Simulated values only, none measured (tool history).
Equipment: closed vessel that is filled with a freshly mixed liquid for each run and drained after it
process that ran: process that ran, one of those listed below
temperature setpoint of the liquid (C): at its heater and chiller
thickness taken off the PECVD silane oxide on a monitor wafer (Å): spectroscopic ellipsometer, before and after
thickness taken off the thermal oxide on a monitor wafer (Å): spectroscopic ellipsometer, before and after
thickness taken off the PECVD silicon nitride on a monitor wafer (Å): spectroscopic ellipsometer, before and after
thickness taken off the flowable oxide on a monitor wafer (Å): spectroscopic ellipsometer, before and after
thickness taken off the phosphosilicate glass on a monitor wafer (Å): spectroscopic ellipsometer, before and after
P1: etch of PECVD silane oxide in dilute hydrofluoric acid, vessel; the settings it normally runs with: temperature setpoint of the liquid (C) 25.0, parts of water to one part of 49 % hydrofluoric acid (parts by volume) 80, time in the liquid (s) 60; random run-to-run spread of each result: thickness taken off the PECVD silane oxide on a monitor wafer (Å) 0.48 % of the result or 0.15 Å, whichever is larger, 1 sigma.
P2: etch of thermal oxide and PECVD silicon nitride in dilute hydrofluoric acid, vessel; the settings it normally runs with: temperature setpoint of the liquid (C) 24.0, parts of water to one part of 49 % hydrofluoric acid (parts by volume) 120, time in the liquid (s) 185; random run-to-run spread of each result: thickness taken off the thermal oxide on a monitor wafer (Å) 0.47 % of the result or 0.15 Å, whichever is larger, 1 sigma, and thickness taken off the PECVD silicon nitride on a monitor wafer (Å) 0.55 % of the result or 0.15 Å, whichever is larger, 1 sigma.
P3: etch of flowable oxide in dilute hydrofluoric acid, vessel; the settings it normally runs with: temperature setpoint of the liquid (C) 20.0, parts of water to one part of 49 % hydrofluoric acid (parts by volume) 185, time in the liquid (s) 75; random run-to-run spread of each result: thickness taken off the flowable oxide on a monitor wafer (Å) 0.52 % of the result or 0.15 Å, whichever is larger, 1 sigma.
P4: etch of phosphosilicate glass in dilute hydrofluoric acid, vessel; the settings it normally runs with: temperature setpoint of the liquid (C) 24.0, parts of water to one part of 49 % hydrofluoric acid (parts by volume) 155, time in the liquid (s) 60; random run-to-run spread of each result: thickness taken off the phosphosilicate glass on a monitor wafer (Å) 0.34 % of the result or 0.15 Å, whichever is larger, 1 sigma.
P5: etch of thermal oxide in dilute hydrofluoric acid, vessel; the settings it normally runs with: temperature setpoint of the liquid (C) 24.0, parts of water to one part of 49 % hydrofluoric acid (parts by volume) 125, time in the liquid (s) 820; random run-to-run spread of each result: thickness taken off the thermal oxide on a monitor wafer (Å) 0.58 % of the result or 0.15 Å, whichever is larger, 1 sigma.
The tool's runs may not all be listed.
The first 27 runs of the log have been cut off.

run	hour	process that ran	temperature setpoint of the liquid (C)	parts of water to one part of 49 % hydrofluoric acid (parts by volume)	time in the liquid (s)	hours since the thermometer was replaced	hours since the hydrofluoric acid flow meter was replaced	thickness taken off the PECVD silane oxide on a monitor wafer (Å)	thickness taken off the thermal oxide on a monitor wafer (Å)	thickness taken off the PECVD silicon nitride on a monitor wafer (Å)	thickness taken off the flowable oxide on a monitor wafer (Å)	thickness taken off the phosphosilicate glass on a monitor wafer (Å)
28	153.9	P1	25.0	80	95	660.0	126.7	627.18				
29	162.4	P1	25.0	80	60	668.5	135.2	393.95				
30	166.5	P2	24.0	120	70	672.6	139.3		25.027	17.169		
31	174.1	P2	24.0	20	185	680.2	146.9		455.470	261.150		
32	179.9	P1	25.0	80	60	686.0	152.7	398.84				
33	186.6	P1	25.0	80	60	692.7	159.4	397.56				
34	190.8	P1	25.0	80	60	696.9	163.6	392.35				
35	195.8	P1	25.0	80	60	701.9	168.6	385.95				
36	201.4	P1	25.0	80	60	707.5	174.2	380.92				
37	205.7	P1	25.0	80	60	711.8	178.5	380.87				

For run 38, what comes out?
38	210.8	P1	25.0	80	60	716.9	183.6	?				

Run 38 measured thickness taken off the PECVD silane oxide on a monitor wafer (Å) 380.55.
